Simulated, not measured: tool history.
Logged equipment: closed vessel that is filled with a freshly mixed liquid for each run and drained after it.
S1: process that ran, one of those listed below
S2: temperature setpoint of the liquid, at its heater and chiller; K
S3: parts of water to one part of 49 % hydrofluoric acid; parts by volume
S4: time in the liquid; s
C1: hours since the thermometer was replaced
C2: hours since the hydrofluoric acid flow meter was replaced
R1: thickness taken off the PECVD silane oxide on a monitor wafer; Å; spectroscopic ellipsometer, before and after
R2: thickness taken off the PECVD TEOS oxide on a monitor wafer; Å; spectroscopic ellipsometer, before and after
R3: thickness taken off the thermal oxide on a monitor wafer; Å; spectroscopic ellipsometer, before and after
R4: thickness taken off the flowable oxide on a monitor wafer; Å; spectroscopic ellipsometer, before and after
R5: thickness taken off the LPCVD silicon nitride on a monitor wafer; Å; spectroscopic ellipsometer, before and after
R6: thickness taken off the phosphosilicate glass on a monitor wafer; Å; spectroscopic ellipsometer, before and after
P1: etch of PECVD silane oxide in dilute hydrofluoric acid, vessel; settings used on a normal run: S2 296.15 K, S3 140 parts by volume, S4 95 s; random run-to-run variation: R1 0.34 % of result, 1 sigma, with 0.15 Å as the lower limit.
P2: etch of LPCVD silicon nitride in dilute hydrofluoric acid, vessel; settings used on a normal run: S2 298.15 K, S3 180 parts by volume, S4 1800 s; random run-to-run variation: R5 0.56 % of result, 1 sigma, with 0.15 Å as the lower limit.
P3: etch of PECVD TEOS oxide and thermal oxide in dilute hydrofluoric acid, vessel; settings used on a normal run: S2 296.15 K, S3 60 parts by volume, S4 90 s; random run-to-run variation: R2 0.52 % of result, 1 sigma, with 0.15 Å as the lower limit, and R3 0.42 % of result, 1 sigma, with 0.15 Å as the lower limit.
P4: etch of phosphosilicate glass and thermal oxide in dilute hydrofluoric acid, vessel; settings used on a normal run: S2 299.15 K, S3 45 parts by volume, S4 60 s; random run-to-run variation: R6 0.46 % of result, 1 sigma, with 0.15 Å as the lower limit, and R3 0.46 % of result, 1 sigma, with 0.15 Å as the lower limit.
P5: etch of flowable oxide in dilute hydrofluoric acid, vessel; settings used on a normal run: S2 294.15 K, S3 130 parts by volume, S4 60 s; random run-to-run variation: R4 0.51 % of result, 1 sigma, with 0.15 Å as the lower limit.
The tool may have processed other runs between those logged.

run,day,S1,S2,S3,S4,C1,C2,R1,R2,R3,R4,R5,R6
1,0.575,P1,296.15,140,95,1984.6,351.8,154.550,,,,,
2,0.992,P3,296.15,60,90,1994.6,361.8,,376.33,67.171,,,
3,1.608,P5,294.15,130,105,2009.4,376.6,,,,255.620,,
4,2.029,P2,298.15,310,1800,2019.5,386.7,,,,,30.395,
5,2.754,P5,290.15,130,60,2036.9,404.1,,,,123.380,,
6,3.346,P3,296.15,20,90,2051.1,418.3,,1183.60,211.560,,,
7,3.979,P1,296.15,140,95,2066.3,433.5,154.420,,,,,
8,4.496,P5,294.15,130,60,2078.7,445.9,,,,144.750,,
9,4.979,P1,296.15,140,95,2090.3,457.5,154.560,,,,,
10,5.758,P4,291.15,45,60,2109.0,476.2,,,50.418,,,1294.7
11,6.254,P1,296.15,140,95,2120.9,488.1,152.690,,,,,
12,7.004,P2,292.65,180,1800,2138.9,506.1,,,,,36.747,
13,7.583,P2,298.15,180,395,2152.8,520.0,,,,,11.626,
14,8.133,P1,302.65,140,95,2166.0,533.2,196.670,,,,,
15,8.746,P1,296.15,40,95,2180.7,547.9,608.530,,,,,
16,9.458,P5,294.15,205,60,2197.8,565.0,,,,85.612,,
17,10.021,P2,298.15,180,1800,2211.3,578.5,,,,,52.807,
18,10.829,P4,299.15,45,105,2230.7,597.9,,,123.290,,,3165.9
19,11.567,P1,296.15,230,95,2248.4,615.6,85.021,,,,,
20,12.325,P1,292.15,140,95,2266.6,633.8,131.980,,,,,
21,13.121,P1,300.15,245,95,2285.7,652.9,90.160,,,,,
22,13.908,P3,296.15,60,170,2304.6,671.8,,710.55,126.230,,,
23,14.496,P1,296.15,140,30,2318.7,685.9,48.256,,,,,
24,14.892,P1,296.15,140,150,2328.2,695.4,243.050,,,,,
25,15.575,P4,299.15,65,60,2344.6,711.8,,,47.229,,,1220.4
26,16.038,P3,290.15,60,90,2355.7,722.9,,296.26,51.805,,,
27,16.554,P3,296.15,60,90,2368.1,735.3,,376.09,67.292,,,
28,17.279,P4,299.15,45,60,2385.5,752.7,,,69.966,,,1825.9
29,18.050,P1,296.15,140,95,2404.0,771.2,153.540,,,,,
30,18.833,P1,296.15,140,95,2422.8,790.0,153.560,,,,,
31,19.538,P1,296.15,140,95,2439.7,806.9,158.350,,,,,
32,20.162,P1,296.15,140,95,2454.7,821.9,162.120,,,,,
33,20.567,P1,296.15,140,95,2464.4,831.6,162.100,,,,,
34,21.196,P1,296.15,140,95,2479.5,846.7,163.830,,,,,
35,21.762,P1,296.15,140,95,2493.1,860.3,165.470,,,,,
36,22.342,P1,296.15,140,95,2507.0,874.2,165.400,,,,,
37,22.688,P1,296.15,140,95,2515.3,882.5,166.330,,,,,
38,23.229,P1,296.15,140,95,2528.3,895.5,166.200,,,,,
39,23.850,P1,296.15,140,95,2543.2,910.4,165.910,,,,,
40,24.312,P1,296.15,140,95,2554.3,921.5,166.630,,,,,

The output of P1 has drifted from where it used to be. Each of the 2 causes below, taken at the size shown beside it, accounts for the log equally well:
A: hydrofluoric acid flow above the setpoint (%) = 6.92
B: liquid hotter than its thermometer reads (K) = 2.01
The process output started creeping at around day 18.833.

4 check runs are offered, one wafer each, their results left as question marks. Which one tells the causes apart?
check 1,24.775,P4,299.15,45,60,,,,,?,,,?
check 2,24.775,P3,296.15,60,90,,,,?,?,,,
check 3,24.775,P5,294.15,130,60,,,,,,?,,
check 4,24.775,P2,298.15,180,1800,,,,,,,?,

How each check would come out, cause by cause:
check,result,if A,if B
check 1,R3,75.561,76.335
check 1,R6,1945.8,1965.7
check 2,R2,405.71,409.89
check 2,R3,71.758,72.497
check 3,R4,157.330,157.850
check 4,R5,56.225,59.658
Per check, the gap between the least separated pair of causes, taken in the result that splits them most: check 1 1.02 %; check 2 1.02 %; check 3 0.33 %; check 4 5.93 %
Only check 4 tells the causes apart: in the others they would give nearly the same result.

The results of check 4 are: R5 55.771 Å. Based on these, which of the listed causes is it?

A is the cause: hydrofluoric acid flow above the setpoint (%).
